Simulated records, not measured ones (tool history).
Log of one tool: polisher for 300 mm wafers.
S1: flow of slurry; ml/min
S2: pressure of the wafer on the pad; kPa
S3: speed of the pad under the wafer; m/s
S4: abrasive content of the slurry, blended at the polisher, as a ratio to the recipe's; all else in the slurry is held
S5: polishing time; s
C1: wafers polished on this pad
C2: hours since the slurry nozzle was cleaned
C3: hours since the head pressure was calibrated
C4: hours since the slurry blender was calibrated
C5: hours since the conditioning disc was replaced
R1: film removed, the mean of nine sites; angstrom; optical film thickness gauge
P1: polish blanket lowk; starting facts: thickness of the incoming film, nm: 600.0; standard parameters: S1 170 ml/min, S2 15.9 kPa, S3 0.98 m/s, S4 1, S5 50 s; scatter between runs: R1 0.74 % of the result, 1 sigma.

{"run": 1, "hour": 5.5, "S1": 170, "S2": 15.9, "S3": 0.98, "S4": 1, "S5": 50, "C1": 463, "C2": 199.6, "C3": 510, "C4": 48.1, "C5": 267.3, "R1": 225.35}
{"run": 2, "hour": 9.5, "S1": 100, "S2": 15.9, "S3": 0.98, "S4": 1, "S5": 50, "C1": 507, "C2": 203.6, "C3": 514, "C4": 52.1, "C5": 271.3, "R1": 203.74}
{"run": 3, "hour": 16.1, "S1": 170, "S2": 15.9, "S3": 0.98, "S4": 1, "S5": 50, "C1": 580, "C2": 210.2, "C3": 520.6, "C4": 58.7, "C5": 277.9, "R1": 225.45}
{"run": 4, "hour": 23.5, "S1": 230, "S2": 15.9, "S3": 0.98, "S4": 1, "S5": 50, "C1": 661, "C2": 217.6, "C3": 528, "C4": 66.1, "C5": 285.3, "R1": 234.93}
{"run": 5, "hour": 29.2, "S1": 110, "S2": 15.9, "S3": 1.5, "S4": 1, "S5": 50, "C1": 723, "C2": 223.3, "C3": 533.7, "C4": 71.8, "C5": 291, "R1": 292.17}
{"run": 6, "hour": 34.1, "S1": 170, "S2": 15.9, "S3": 0.98, "S4": 0.6, "S5": 50, "C1": 777, "C2": 228.2, "C3": 538.6, "C4": 76.7, "C5": 295.9, "R1": 174.07}
{"run": 7, "hour": 42.1, "S1": 170, "S2": 15.9, "S3": 0.64, "S4": 1, "S5": 50, "C1": 865, "C2": 236.2, "C3": 546.6, "C4": 84.7, "C5": 303.9, "R1": 159.95}
{"run": 8, "hour": 46.7, "S1": 170, "S2": 7.6, "S3": 0.98, "S4": 1, "S5": 50, "C1": 916, "C2": 240.8, "C3": 551.2, "C4": 89.3, "C5": 308.5, "R1": 107.58}
{"run": 9, "hour": 53.2, "S1": 170, "S2": 15.9, "S3": 0.98, "S4": 1, "S5": 77, "C1": 987, "C2": 247.3, "C3": 557.7, "C4": 95.8, "C5": 315, "R1": 349.74}
{"run": 10, "hour": 61.6, "S1": 170, "S2": 15.9, "S3": 0.98, "S4": 1, "S5": 34, "C1": 1079, "C2": 255.7, "C3": 566.1, "C4": 104.2, "C5": 323.4, "R1": 151.71}
{"run": 11, "hour": 67.6, "S1": 170, "S2": 15.9, "S3": 0.98, "S4": 1.45, "S5": 50, "C1": 1145, "C2": 261.7, "C3": 572.1, "C4": 110.2, "C5": 329.4, "R1": 262.54}
{"run": 12, "hour": 74.0, "S1": 170, "S2": 24.8, "S3": 0.98, "S4": 1, "S5": 50, "C1": 1216, "C2": 268.1, "C3": 578.5, "C4": 116.6, "C5": 335.8, "R1": 354.21}
{"run": 13, "hour": 80.0, "S1": 170, "S2": 15.9, "S3": 0.98, "S4": 1, "S5": 50, "C1": 1282, "C2": 274.1, "C3": 584.5, "C4": 122.6, "C5": 341.8, "R1": 227.46}
{"run": 14, "hour": 86.1, "S1": 170, "S2": 15.9, "S3": 0.98, "S4": 1, "S5": 50, "C1": 1349, "C2": 280.2, "C3": 590.6, "C4": 128.7, "C5": 347.9, "R1": 226.89}
{"run": 15, "hour": 92.9, "S1": 170, "S2": 15.9, "S3": 0.98, "S4": 1, "S5": 50, "C1": 1423, "C2": 287, "C3": 597.4, "C4": 135.5, "C5": 354.7, "R1": 226.24}
{"run": 16, "hour": 96.9, "S1": 170, "S2": 15.9, "S3": 1.3, "S4": 1, "S5": 50, "C1": 1467, "C2": 291, "C3": 601.4, "C4": 139.5, "C5": 358.7, "R1": 280.58}
{"run": 17, "hour": 104.0, "S1": 170, "S2": 15.9, "S3": 0.98, "S4": 1, "S5": 50, "C1": 1545, "C2": 298.1, "C3": 608.5, "C4": 146.6, "C5": 365.8, "R1": 226.79}
{"run": 18, "hour": 109.1, "S1": 170, "S2": 15.9, "S3": 0.98, "S4": 1, "S5": 50, "C1": 1601, "C2": 303.2, "C3": 613.6, "C4": 151.7, "C5": 370.9, "R1": 221.25}
{"run": 19, "hour": 116.6, "S1": 170, "S2": 15.9, "S3": 0.98, "S4": 1, "S5": 50, "C1": 1684, "C2": 310.7, "C3": 621.1, "C4": 159.2, "C5": 378.4, "R1": 217.23}
{"run": 20, "hour": 121.8, "S1": 170, "S2": 15.9, "S3": 0.98, "S4": 1, "S5": 50, "C1": 1741, "C2": 315.9, "C3": 626.3, "C4": 164.4, "C5": 383.6, "R1": 212.48}
{"run": 21, "hour": 130.0, "S1": 170, "S2": 15.9, "S3": 0.98, "S4": 1, "S5": 50, "C1": 1831, "C2": 324.1, "C3": 634.5, "C4": 172.6, "C5": 391.8, "R1": 212.97}
{"run": 22, "hour": 137.4, "S1": 170, "S2": 15.9, "S3": 0.98, "S4": 1, "S5": 50, "C1": 1912, "C2": 331.5, "C3": 641.9, "C4": 180, "C5": 399.2, "R1": 213.06}
{"hour": 142.9, "done": "worn pad replaced by a new one"}
{"run": 23, "hour": 144.9, "S1": 170, "S2": 15.9, "S3": 0.98, "S4": 1, "S5": 50, "C1": 22, "C2": 339, "C3": 649.4, "C4": 187.5, "C5": 406.7, "R1": 209.78}
{"hour": 149.2, "done": "slurry blender recalibrated"}
{"run": 24, "hour": 152.4, "S1": 170, "S2": 15.9, "S3": 0.98, "S4": 1, "S5": 50, "C1": 105, "C2": 346.5, "C3": 656.9, "C4": 3.3, "C5": 414.2, "R1": 210.29}
{"hour": 153.9, "done": "conditioning disc replaced and pad reconditioned"}
{"run": 25, "hour": 160.8, "S1": 170, "S2": 15.9, "S3": 0.98, "S4": 1, "S5": 50, "C1": 197, "C2": 354.9, "C3": 665.3, "C4": 11.7, "C5": 6.9, "R1": 209.09}
{"run": 26, "hour": 164.4, "S1": 170, "S2": 15.9, "S3": 0.98, "S4": 1, "S5": 50, "C1": 236, "C2": 358.5, "C3": 668.9, "C4": 15.3, "C5": 10.5, "R1": 206.87}

The next listed run, before its measurement:
{"run": 27, "hour": 171.4, "S1": 170, "S2": 15.9, "S3": 0.98, "S4": 1, "S5": 50, "C1": 313, "C2": 365.5, "C3": 675.9, "C4": 22.3, "C5": 17.5, "R1": "?"}

{"run 27": {"R1": 205.79}}
